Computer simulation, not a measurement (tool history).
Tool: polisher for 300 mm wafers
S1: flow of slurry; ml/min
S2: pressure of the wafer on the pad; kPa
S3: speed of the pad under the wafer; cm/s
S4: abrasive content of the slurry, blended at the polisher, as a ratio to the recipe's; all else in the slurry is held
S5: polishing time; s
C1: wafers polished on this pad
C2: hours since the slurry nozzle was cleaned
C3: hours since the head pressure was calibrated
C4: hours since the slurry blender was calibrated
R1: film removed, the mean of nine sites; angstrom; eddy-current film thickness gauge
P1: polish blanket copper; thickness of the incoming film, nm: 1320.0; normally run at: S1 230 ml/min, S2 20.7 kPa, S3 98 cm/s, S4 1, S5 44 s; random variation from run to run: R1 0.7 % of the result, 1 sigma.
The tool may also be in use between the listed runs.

Run 1, day 0.271: S1 230 ml/min, S2 20.7 kPa, S3 98 cm/s, S4 1, S5 44 s; C1 594; C2 297.8; C3 151.5; C4 43.1. Result: R1 1552.5 angstrom.
Run 2, day 0.612: S1 360 ml/min, S2 20.7 kPa, S3 98 cm/s, S4 1, S5 44 s; C1 704; C2 306; C3 159.7; C4 51.3. Result: R1 1645.3 angstrom.
Run 3, day 0.829: S1 230 ml/min, S2 10.3 kPa, S3 98 cm/s, S4 1, S5 44 s; C1 774; C2 311.2; C3 164.9; C4 56.5. Result: R1 784.08 angstrom.
Run 4, day 1.121: S1 230 ml/min, S2 20.7 kPa, S3 98 cm/s, S4 1, S5 44 s; C1 868; C2 318.2; C3 171.9; C4 63.5. Result: R1 1563.4 angstrom.
Run 5, day 1.496: S1 230 ml/min, S2 20.7 kPa, S3 70 cm/s, S4 1, S5 44 s; C1 989; C2 327.2; C3 180.9; C4 72.5. Result: R1 1130.2 angstrom.
Run 6, day 1.817: S1 230 ml/min, S2 29 kPa, S3 98 cm/s, S4 1, S5 44 s; C1 1092; C2 334.9; C3 188.6; C4 80.2. Result: R1 2196.8 angstrom.
Run 7, day 2.183: S1 230 ml/min, S2 20.7 kPa, S3 98 cm/s, S4 1.45, S5 44 s; C1 1211; C2 343.7; C3 197.4; C4 89. Result: R1 1667.1 angstrom.
Run 8, day 2.458: S1 230 ml/min, S2 20.7 kPa, S3 98 cm/s, S4 1, S5 44 s; C1 1299; C2 350.3; C3 204; C4 95.6. Result: R1 1577 angstrom.
Run 9, day 2.825: S1 230 ml/min, S2 20.7 kPa, S3 134 cm/s, S4 1, S5 44 s; C1 1417; C2 359.1; C3 212.8; C4 104.4. Result: R1 2132.8 angstrom.
Run 10, day 3.204: S1 230 ml/min, S2 20.7 kPa, S3 98 cm/s, S4 1, S5 67 s; C1 1540; C2 368.2; C3 221.9; C4 113.5. Result: R1 2380 angstrom.
Run 11, day 3.583: S1 230 ml/min, S2 10.3 kPa, S3 76 cm/s, S4 1, S5 44 s; C1 1662; C2 377.3; C3 231; C4 122.6. Result: R1 606.24 angstrom.
Run 12, day 3.967: S1 140 ml/min, S2 20.7 kPa, S3 98 cm/s, S4 1, S5 44 s; C1 1785; C2 386.5; C3 240.2; C4 131.8. Result: R1 1451.1 angstrom.
Run 13, day 4.392: S1 230 ml/min, S2 20.7 kPa, S3 98 cm/s, S4 1, S5 29 s; C1 1922; C2 396.7; C3 250.4; C4 142. Result: R1 1032.4 angstrom.
Run 14, day 4.679: S1 230 ml/min, S2 20.7 kPa, S3 98 cm/s, S4 1, S5 44 s; C1 2015; C2 403.6; C3 257.3; C4 148.9. Result: R1 1575.6 angstrom.
At day 4.729: slurry nozzle cleaned.
Run 15, day 5.108: S1 230 ml/min, S2 20.7 kPa, S3 98 cm/s, S4 1, S5 44 s; C1 2153; C2 9.2; C3 267.6; C4 159.2. Result: R1 1585.6 angstrom.
Run 16, day 5.471: S1 230 ml/min, S2 20.7 kPa, S3 98 cm/s, S4 0.6, S5 44 s; C1 2270; C2 17.9; C3 276.3; C4 167.9. Result: R1 1412 angstrom.
Run 17, day 5.783: S1 230 ml/min, S2 20.7 kPa, S3 98 cm/s, S4 1, S5 44 s; C1 2371; C2 25.4; C3 283.8; C4 175.4. Result: R1 1575.3 angstrom.
Run 18, day 6.138: S1 230 ml/min, S2 20.7 kPa, S3 98 cm/s, S4 1, S5 44 s; C1 2485; C2 33.9; C3 292.3; C4 183.9. Result: R1 1569.7 angstrom.
Run 19, day 6.392: S1 230 ml/min, S2 20.7 kPa, S3 98 cm/s, S4 1, S5 44 s; C1 2567; C2 40; C3 298.4; C4 190. Result: R1 1519.5 angstrom.
Run 20, day 6.712: S1 230 ml/min, S2 20.7 kPa, S3 98 cm/s, S4 1, S5 44 s; C1 2670; C2 47.7; C3 306.1; C4 197.7. Result: R1 1504.4 angstrom.
Run 21, day 7.108: S1 230 ml/min, S2 20.7 kPa, S3 98 cm/s, S4 1, S5 44 s; C1 2798; C2 57.2; C3 315.6; C4 207.2. Result: R1 1519.5 angstrom.
Run 22, day 7.442: S1 230 ml/min, S2 20.7 kPa, S3 98 cm/s, S4 1, S5 44 s; C1 2905; C2 65.2; C3 323.6; C4 215.2. Result: R1 1500.7 angstrom.
Run 23, day 7.842: S1 230 ml/min, S2 20.7 kPa, S3 98 cm/s, S4 1, S5 44 s; C1 3034; C2 74.8; C3 333.2; C4 224.8. Result: R1 1488 angstrom.
At day 7.85: worn pad replaced by a new one.
Run 24, day 8.138: S1 230 ml/min, S2 20.7 kPa, S3 98 cm/s, S4 1, S5 44 s; C1 93; C2 81.9; C3 340.3; C4 231.9. Result: R1 1490.7 angstrom.
At day 8.317: slurry blender recalibrated.
Run 25, day 8.496: S1 230 ml/min, S2 20.7 kPa, S3 98 cm/s, S4 1, S5 44 s; C1 208; C2 90.5; C3 348.9; C4 4.3. Result: R1 1483.1 angstrom.
Run 26, day 8.708: S1 230 ml/min, S2 20.7 kPa, S3 98 cm/s, S4 1, S5 44 s; C1 277; C2 95.6; C3 354; C4 9.4. Result: R1 1493 angstrom.
Run 27, day 8.967: S1 230 ml/min, S2 20.7 kPa, S3 98 cm/s, S4 1, S5 44 s; C1 360; C2 101.8; C3 360.2; C4 15.6. Result: R1 1499.7 angstrom.
Run 28, day 9.183: S1 230 ml/min, S2 20.7 kPa, S3 98 cm/s, S4 1, S5 44 s; C1 430; C2 107; C3 365.4; C4 20.8. Result: R1 1482.8 angstrom.

What P1 gives has crept away from where it was. These 2 causes fit the log equally well, each at the size given:
A: head's pressure below its setpoint, % = 5.51
B: slurry flow missing at the pad, % = 33.2
The creep began at about day 5.783.
Why every other cause is out:
removal rate lost through wear of the pad, %: serviced at day 7.85, which brought nothing back
abrasive missing from the slurry, %: serviced at day 8.317, which brought nothing back

4 check runs are offered, each on 3 wafers whose results are averaged, their results left as question marks. Which one tells the causes apart?
Run check 1, day 9.4: S1 140 ml/min, S2 20.7 kPa, S3 98 cm/s, S4 1, S5 44 s. Result: R1 ?.
Run check 2, day 9.4: S1 280 ml/min, S2 20.7 kPa, S3 98 cm/s, S4 1, S5 44 s. Result: R1 ?.
Run check 3, day 9.4: S1 230 ml/min, S2 20.7 kPa, S3 98 cm/s, S4 1.3, S5 44 s. Result: R1 ?.
Run check 4, day 9.4: S1 230 ml/min, S2 20.7 kPa, S3 72 cm/s, S4 1, S5 44 s. Result: R1 ?.

What each check would give under each cause:
  check  result    if A    if B
check 1      R1  1377.9  1333.4
check 2      R1  1513.7  1528.1
check 3      R1  1569.7  1569.5
check 4      R1  1089.2  1089.1
How far apart the two closest causes lie, in the result that separates them most: check 1 3.28 %; check 2 0.95 %; check 3 0.01 %; check 4 0.01 %
Check 1 tells the causes apart: in the others they would give nearly the same result.

Check 1 was then run and gave: R1 1336.2 angstrom. Which cause is it?

It is B: slurry flow missing at the pad, %.
